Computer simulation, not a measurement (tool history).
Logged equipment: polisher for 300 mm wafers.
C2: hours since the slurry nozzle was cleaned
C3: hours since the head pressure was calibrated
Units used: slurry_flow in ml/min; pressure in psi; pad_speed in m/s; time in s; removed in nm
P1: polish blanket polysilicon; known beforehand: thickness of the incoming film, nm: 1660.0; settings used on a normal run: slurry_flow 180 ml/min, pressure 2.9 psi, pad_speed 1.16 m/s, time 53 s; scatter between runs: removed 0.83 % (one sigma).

run 1 hour=4.9 | slurry_flow=180 pressure=2.9 pad_speed=1.16 time=53 | wafers_polished_on_this_pad=714 C2=302.5 C3=783.4 | removed=610.11
run 2 hour=9.5 | slurry_flow=180 pressure=1.7 pad_speed=1.16 time=53 | wafers_polished_on_this_pad=764 C2=307.1 C3=788.0 | removed=353.73
run 3 hour=12.7 | slurry_flow=180 pressure=2.9 pad_speed=1.16 time=53 | wafers_polished_on_this_pad=798 C2=310.3 C3=791.2 | removed=604.86
run 4 hour=16.2 | slurry_flow=180 pressure=2.9 pad_speed=1.16 time=29 | wafers_polished_on_this_pad=836 C2=313.8 C3=794.7 | removed=333.59
run 5 hour=21.3 | slurry_flow=225 pressure=2.9 pad_speed=1.16 time=75 | wafers_polished_on_this_pad=891 C2=318.9 C3=799.8 | removed=876.42
run 6 hour=26.0 | slurry_flow=180 pressure=3.9 pad_speed=1.16 time=53 | wafers_polished_on_this_pad=942 C2=323.6 C3=804.5 | removed=809.27
run 7 hour=31.3 | slurry_flow=180 pressure=2.9 pad_speed=1.16 time=68 | wafers_polished_on_this_pad=999 C2=328.9 C3=809.8 | removed=780.56
run 8 hour=35.4 | slurry_flow=110 pressure=2.9 pad_speed=1.16 time=53 | wafers_polished_on_this_pad=1043 C2=333.0 C3=813.9 | removed=553.75
run 9 hour=38.5 | slurry_flow=180 pressure=2.9 pad_speed=1.16 time=53 | wafers_polished_on_this_pad=1076 C2=336.1 C3=817.0 | removed=605.81
run 10 hour=42.3 | slurry_flow=240 pressure=2.9 pad_speed=1.16 time=53 | wafers_polished_on_this_pad=1117 C2=339.9 C3=820.8 | removed=624.13
run 11 hour=45.3 | slurry_flow=180 pressure=2.9 pad_speed=1.16 time=53 | wafers_polished_on_this_pad=1150 C2=342.9 C3=823.8 | removed=608.79
-- hour=48.0 head pressure recalibrated
run 12 hour=49.2 | slurry_flow=180 pressure=2.9 pad_speed=1.64 time=53 | wafers_polished_on_this_pad=1192 C2=346.8 C3=1.3 | removed=852.46
run 13 hour=52.5 | slurry_flow=180 pressure=2.9 pad_speed=0.52 time=53 | wafers_polished_on_this_pad=1227 C2=350.1 C3=4.6 | removed=268.18
run 14 hour=58.6 | slurry_flow=180 pressure=2.9 pad_speed=1.16 time=53 | wafers_polished_on_this_pad=1293 C2=356.2 C3=10.7 | removed=607.71
run 15 hour=64.7 | slurry_flow=180 pressure=2.9 pad_speed=1.16 time=53 | wafers_polished_on_this_pad=1359 C2=362.3 C3=16.8 | removed=594.36
run 16 hour=70.2 | slurry_flow=180 pressure=2.9 pad_speed=1.16 time=53 | wafers_polished_on_this_pad=1418 C2=367.8 C3=22.3 | removed=579.77
run 17 hour=74.9 | slurry_flow=180 pressure=2.9 pad_speed=1.16 time=53 | wafers_polished_on_this_pad=1469 C2=372.5 C3=27.0 | removed=570.98
run 18 hour=79.3 | slurry_flow=180 pressure=2.9 pad_speed=1.16 time=53 | wafers_polished_on_this_pad=1517 C2=376.9 C3=31.4 | removed=566.17
run 19 hour=82.2 | slurry_flow=180 pressure=2.9 pad_speed=1.16 time=53 | wafers_polished_on_this_pad=1548 C2=379.8 C3=34.3 | removed=569.31
-- hour=86.4 head pressure recalibrated
run 20 hour=88.9 | slurry_flow=180 pressure=2.9 pad_speed=1.16 time=53 | wafers_polished_on_this_pad=1620 C2=386.5 C3=2.6 | removed=560.63
run 21 hour=93.6 | slurry_flow=180 pressure=2.9 pad_speed=1.16 time=53 | wafers_polished_on_this_pad=1671 C2=391.2 C3=7.3 | removed=560.74
run 22 hour=98.9 | slurry_flow=180 pressure=2.9 pad_speed=1.16 time=53 | wafers_polished_on_this_pad=1728 C2=396.5 C3=12.6 | removed=559.51
run 23 hour=104.0 | slurry_flow=180 pressure=2.9 pad_speed=1.16 time=53 | wafers_polished_on_this_pad=1783 C2=401.6 C3=17.7 | removed=557.29
run 24 hour=110.1 | slurry_flow=180 pressure=2.9 pad_speed=1.16 time=53 | wafers_polished_on_this_pad=1849 C2=407.7 C3=23.8 | removed=558.71

P1 no longer gives what it gave before; its output has crept away from where it was. The following 2 causes, each at its listed size, fit the log equally well:
A: slurry flow missing at the pad, % = 36.6
B: removal rate lost through wear of the pad, % = 7.87
The process output started creeping at around hour 58.6.
Every other cause this tool's parts could produce, and why it does not fit the log:
head's pressure below its setpoint, %: serviced at hour 86.4, which brought nothing back

Each of the check runs listed below is run on 2 wafers and reports their average, with the results left as question marks. Pick the one under which the possible causes would lead to clearly different results.
run check 1 hour=116.2 | slurry_flow=180 pressure=2.9 pad_speed=1.16 time=66 | removed=?
run check 2 hour=116.2 | slurry_flow=180 pressure=1.9 pad_speed=1.16 time=38 | removed=?
run check 3 hour=116.2 | slurry_flow=110 pressure=2.9 pad_speed=0.72 time=53 | removed=?
run check 4 hour=116.2 | slurry_flow=180 pressure=2.9 pad_speed=1.62 time=53 | removed=?

Check results expected under each cause:
check=check_1 result=removed if_A=694.90 if_B=694.86
check=check_2 result=removed if_A=262.13 if_B=262.11
check=check_3 result=removed if_A=302.53 if_B=316.49
check=check_4 result=removed if_A=779.31 if_B=779.26
Per-check spread between the two closest causes, in the result where they differ most: check 1 0.01 %; check 2 0.01 %; check 3 4.51 %; check 4 0.01 %
Check 3 distinguishes between the causes, while the remaining checks would return nearly the same result for all of them.

After running check 3, the following was obtained: removed 301.57 nm. Which cause does this point to?

It was cause A: slurry flow missing at the pad, %.

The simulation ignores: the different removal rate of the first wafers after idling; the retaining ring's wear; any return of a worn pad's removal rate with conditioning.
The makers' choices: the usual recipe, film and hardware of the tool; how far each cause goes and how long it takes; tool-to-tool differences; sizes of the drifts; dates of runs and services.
